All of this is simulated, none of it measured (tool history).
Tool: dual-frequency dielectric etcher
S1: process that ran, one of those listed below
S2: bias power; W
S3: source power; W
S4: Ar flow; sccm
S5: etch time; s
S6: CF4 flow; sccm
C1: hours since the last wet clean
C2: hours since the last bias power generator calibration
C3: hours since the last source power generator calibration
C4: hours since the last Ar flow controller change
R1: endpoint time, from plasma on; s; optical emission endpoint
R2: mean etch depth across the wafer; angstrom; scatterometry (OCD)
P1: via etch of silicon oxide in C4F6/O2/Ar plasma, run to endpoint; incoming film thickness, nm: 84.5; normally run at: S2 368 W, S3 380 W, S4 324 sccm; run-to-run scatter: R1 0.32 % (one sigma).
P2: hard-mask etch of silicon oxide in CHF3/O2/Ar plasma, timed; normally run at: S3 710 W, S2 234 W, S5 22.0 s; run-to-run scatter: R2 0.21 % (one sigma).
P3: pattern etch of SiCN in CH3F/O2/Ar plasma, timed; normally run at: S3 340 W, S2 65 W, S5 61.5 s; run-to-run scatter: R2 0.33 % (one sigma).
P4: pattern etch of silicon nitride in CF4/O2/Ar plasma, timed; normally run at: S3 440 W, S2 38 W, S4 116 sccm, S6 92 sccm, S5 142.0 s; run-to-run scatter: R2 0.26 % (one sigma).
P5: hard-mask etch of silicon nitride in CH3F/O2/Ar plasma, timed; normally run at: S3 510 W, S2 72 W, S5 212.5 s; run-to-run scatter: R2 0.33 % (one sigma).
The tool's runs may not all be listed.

run	hour	S1	S2	S3	S4	S5	S6	C1	C2	C3	C4	R1	R2
1	5.2	P1	368	380	324			200.6	2079.9	316.4	1096.4	21.930	
2	13.6	P1	283	380	324			209.0	2088.3	324.8	1104.8	23.953	
3	20.8	P5	72	660		212.5		216.2	2095.5	332.0	1112.0		1781.00
4	28.6	P1	444	380	324			224.0	2103.3	339.8	1119.8	20.466	
5	37.7	P5	94	510		212.5		233.1	2112.4	348.9	1128.9		1767.30
6	42.7	P4	38	580	116	142.0	92	238.1	2117.4	353.9	1133.9		2738.20
7	51.9	P2	234	710		28.0		247.3	2126.6	363.1	1143.1		649.79
8	61.1	P1	368	380	324			256.5	2135.8	372.3	1152.3	21.795	
9	66.7	P1	260	380	408			262.1	2141.4	377.9	1157.9	25.209	
10	74.0	P5	72	510		212.5		269.4	2148.7	385.2	1165.2		1604.80
11	80.0	P1	368	380	440			275.4	2154.7	391.2	1171.2	22.579	
12	87.5	P4	38	440	116	87.0	92	282.9	2162.2	398.7	1178.7		1321.20
13	95.2	P3	65	250		61.5		290.6	2169.9	406.4	1186.4		186.60
14	101.7	P1	368	380	324			297.1	2176.4	412.9	1192.9	21.824	
15	110.3	P1	368	380	263			305.7	2185.0	421.5	1201.5	21.329	
16	116.4	P1	368	220	324			311.8	2191.1	427.6	1207.6	26.965	
17	120.7	P2	234	710		22.0		316.1	2195.4	431.9	1211.9		508.80
18	127.0	P1	368	380	324			322.4	2201.7	438.2	1218.2	21.890	
19	133.9	P4	38	440	116	142.0	92	329.3	2208.6	445.1	1225.1		2149.00
20	140.2	P4	38	440	116	142.0	92	335.6	2214.9	451.4	1231.4		2149.90
21	146.1	P1	368	490	324			341.5	2220.8	457.3	1237.3	19.930	
22	152.4	P3	65	340		34.0		347.8	2227.1	463.6	1243.6		116.33
23	157.5	P1	368	380	324			352.9	2232.2	468.7	1248.7	21.877	
24	165.5	P3	39	340		61.5		360.9	2240.2	476.7	1256.7		177.29
25	170.6	P5	72	510		311.5		366.0	2245.3	481.8	1261.8		2360.30
26	176.8	P2	234	710		22.0		372.2	2251.5	488.0	1268.0		510.13
27	182.3	P4	53	440	116	142.0	92	377.7	2257.0	493.5	1273.5		2437.10
28	188.6	P2	320	710		22.0		384.0	2263.3	499.8	1279.8		569.28
29	197.0	P2	234	950		22.0		392.4	2271.7	508.2	1288.2		569.46
30	206.1	P3	65	340		61.5		401.5	2280.8	517.3	1297.3		210.89
31	210.9	P4	38	440	116	142.0	129	406.3	2285.6	522.1	1302.1		2256.70
32	216.1	P4	38	440	78	142.0	92	411.5	2290.8	527.3	1307.3		2283.50
33	223.7	P1	368	380	324			419.1	2298.4	534.9	1314.9	21.759	
34	231.0	P1	368	380	324			426.4	2305.7	542.2	1322.2	21.762	
35	238.6	P1	368	380	324			434.0	2313.3	549.8	1329.8	21.572	
36	243.2	P1	368	380	324			438.6	2317.9	554.4	1334.4	21.621	
37	250.8	P1	368	380	324			446.2	2325.5	562.0	1342.0	21.548	
38	255.8	P1	368	380	324			451.2	2330.5	567.0	1347.0	21.606	
# hour 259.7: wet clean of the chamber
# hour 260.3: Ar flow controller replaced
39	263.0	P1	368	380	324			3.4	2337.7	574.2	2.8	21.470	
40	272.1	P1	368	380	324			12.5	2346.8	583.3	11.9	21.543	
41	277.2	P1	368	380	324			17.6	2351.9	588.4	17.0	21.552	
42	281.2	P1	368	380	324			21.6	2355.9	592.4	21.0	21.453	

What P1 gives has crept away from where it was. These 2 causes fit the log equally well, each at the size given:
A: source power that arrives over what is set, % = 4.4
B: bias power that arrives over what is set, % = 4.59
The creep began at about hour 223.7.
Why every other cause is out:
chamber walls in a state that raises the etch rate, %: serviced at hour 259.7, which brought nothing back
Ar flow that arrives under what is set, %: serviced at hour 260.3, which brought nothing back

4 check runs are offered, one wafer each, their results left as question marks. Which one tells the causes apart?
check 1	285.2	P2	309	710		26.5							?
check 2	285.2	P3	48	340		40.5							?
check 3	285.2	P4	38	440	116	142.0	129						?
check 4	285.2	P5	72	660		292.5							?

What each check would give under each cause:
check	result	if A	if B
check 1	R2	689.31	689.62
check 2	R2	126.85	126.61
check 3	R2	2341.80	2290.80
check 4	R2	2490.00	2485.80
How far apart the two closest causes lie, in the result that separates them most: check 1 0.05 %; check 2 0.19 %; check 3 2.2 %; check 4 0.17 %
Check 3 tells the causes apart: in the others they would give nearly the same result.

Then check 3 was run and gave: R2 2286.40 angstrom. Which cause is it?

It is B: bias power that arrives over what is set, %.
